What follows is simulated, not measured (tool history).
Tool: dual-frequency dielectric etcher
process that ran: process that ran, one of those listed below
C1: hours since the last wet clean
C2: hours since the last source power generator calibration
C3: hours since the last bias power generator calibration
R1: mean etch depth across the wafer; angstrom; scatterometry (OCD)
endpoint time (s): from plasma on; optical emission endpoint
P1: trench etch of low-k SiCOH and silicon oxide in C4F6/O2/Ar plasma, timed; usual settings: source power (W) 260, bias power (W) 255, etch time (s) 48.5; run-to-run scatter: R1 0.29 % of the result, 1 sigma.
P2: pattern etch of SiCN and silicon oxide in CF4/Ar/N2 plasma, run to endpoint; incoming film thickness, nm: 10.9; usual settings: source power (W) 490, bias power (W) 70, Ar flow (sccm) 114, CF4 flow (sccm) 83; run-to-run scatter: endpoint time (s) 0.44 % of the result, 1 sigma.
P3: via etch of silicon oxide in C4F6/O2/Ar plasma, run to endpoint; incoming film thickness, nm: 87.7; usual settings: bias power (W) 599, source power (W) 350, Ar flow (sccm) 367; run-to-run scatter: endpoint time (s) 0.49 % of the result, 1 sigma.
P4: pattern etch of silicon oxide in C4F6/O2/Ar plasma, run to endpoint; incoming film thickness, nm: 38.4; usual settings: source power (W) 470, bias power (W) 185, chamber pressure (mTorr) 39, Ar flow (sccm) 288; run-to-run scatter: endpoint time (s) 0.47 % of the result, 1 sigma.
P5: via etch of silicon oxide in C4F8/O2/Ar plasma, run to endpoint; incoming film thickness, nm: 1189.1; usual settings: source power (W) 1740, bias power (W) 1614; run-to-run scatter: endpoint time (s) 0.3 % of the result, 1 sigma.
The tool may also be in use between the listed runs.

Run 1, day 0.446: process that ran P1, source power (W) 260, bias power (W) 255, etch time (s) 48.5; C1 309.7; C2 1136.6; C3 1116. Result: R1 1462.8 angstrom.
Run 2, day 0.829: process that ran P1, source power (W) 260, bias power (W) 255, etch time (s) 63; C1 318.9; C2 1145.8; C3 1125.2. Result: R1 1904 angstrom.
Run 3, day 1.438: process that ran P5, source power (W) 1740, bias power (W) 2246; C1 333.5; C2 1160.4; C3 1139.8. Result: endpoint time (s) 229.73.
Run 4, day 2.192: process that ran P2, source power (W) 600, bias power (W) 70, Ar flow (sccm) 114, CF4 flow (sccm) 83; C1 351.6; C2 1178.5; C3 1157.9. Result: endpoint time (s) 10.232.
Run 5, day 2.858: process that ran P4, source power (W) 470, bias power (W) 185, Ar flow (sccm) 288, chamber pressure (mTorr) 39; C1 367.6; C2 1194.5; C3 1173.9. Result: endpoint time (s) 11.699.
Run 6, day 3.467: process that ran P1, source power (W) 310, bias power (W) 255, etch time (s) 48.5; C1 382.2; C2 1209.1; C3 1188.5. Result: R1 1575 angstrom.
Run 7, day 3.879: process that ran P4, source power (W) 310, bias power (W) 185, Ar flow (sccm) 288, chamber pressure (mTorr) 39; C1 392.1; C2 1219; C3 1198.4. Result: endpoint time (s) 13.579.
Run 8, day 4.542: process that ran P4, source power (W) 470, bias power (W) 185, Ar flow (sccm) 288, chamber pressure (mTorr) 39; C1 408; C2 1234.9; C3 1214.3. Result: endpoint time (s) 11.595.
Run 9, day 5.238: process that ran P5, source power (W) 2370, bias power (W) 1614; C1 424.7; C2 1251.6; C3 1231. Result: endpoint time (s) 223.95.
Run 10, day 5.617: process that ran P3, source power (W) 350, bias power (W) 599, Ar flow (sccm) 367; C1 433.8; C2 1260.7; C3 1240.1. Result: endpoint time (s) 19.92.
Run 11, day 6.117: process that ran P3, source power (W) 350, bias power (W) 599, Ar flow (sccm) 482; C1 445.8; C2 1272.7; C3 1252.1. Result: endpoint time (s) 20.511.
Run 12, day 6.554: process that ran P4, source power (W) 470, bias power (W) 185, Ar flow (sccm) 288, chamber pressure (mTorr) 55; C1 456.3; C2 1283.2; C3 1262.6. Result: endpoint time (s) 12.098.
Run 13, day 7.171: process that ran P1, source power (W) 260, bias power (W) 255, etch time (s) 34.5; C1 471.1; C2 1298; C3 1277.4. Result: R1 1048.2 angstrom.
Run 14, day 7.625: process that ran P4, source power (W) 470, bias power (W) 255, Ar flow (sccm) 288, chamber pressure (mTorr) 39; C1 482; C2 1308.9; C3 1288.3. Result: endpoint time (s) 10.517.
Run 15, day 8.096: process that ran P1, source power (W) 320, bias power (W) 255, etch time (s) 70; C1 493.3; C2 1320.2; C3 1299.6. Result: R1 2295.6 angstrom.
Run 16, day 8.892: process that ran P5, source power (W) 1740, bias power (W) 1614; C1 512.4; C2 1339.3; C3 1318.7. Result: endpoint time (s) 252.7.
Run 17, day 9.567: process that ran P2, source power (W) 490, bias power (W) 70, Ar flow (sccm) 114, CF4 flow (sccm) 83; C1 528.6; C2 1355.5; C3 1334.9. Result: endpoint time (s) 12.215.
Run 18, day 9.996: process that ran P4, source power (W) 470, bias power (W) 185, Ar flow (sccm) 393, chamber pressure (mTorr) 39; C1 538.9; C2 1365.8; C3 1345.2. Result: endpoint time (s) 12.011.
Run 19, day 10.742: process that ran P3, source power (W) 350, bias power (W) 452, Ar flow (sccm) 367; C1 556.8; C2 1383.7; C3 1363.1. Result: endpoint time (s) 22.228.
At day 11.221: bias power generator calibrated.
Run 20, day 11.412: process that ran P1, source power (W) 260, bias power (W) 310, etch time (s) 48.5; C1 572.9; C2 1399.8; C3 4.7. Result: R1 1568.6 angstrom.
Run 21, day 12.129: process that ran P1, source power (W) 260, bias power (W) 255, etch time (s) 48.5; C1 590.1; C2 1417; C3 21.9. Result: R1 1469.7 angstrom.
Run 22, day 12.796: process that ran P1, source power (W) 260, bias power (W) 255, etch time (s) 48.5; C1 606.1; C2 1433; C3 37.9. Result: R1 1460.1 angstrom.
Run 23, day 13.183: process that ran P1, source power (W) 260, bias power (W) 213, etch time (s) 36.5; C1 615.4; C2 1442.3; C3 47.2. Result: R1 1037.3 angstrom.

Run 24 comes next. What will it give?
Run 24, day 13.65: process that ran P1, source power (W) 260, bias power (W) 149, etch time (s) 48.5; C1 626.6; C2 1453.5; C3 58.4. Result: R1 ?.

Run 24 gave R1 1225.9 angstrom.
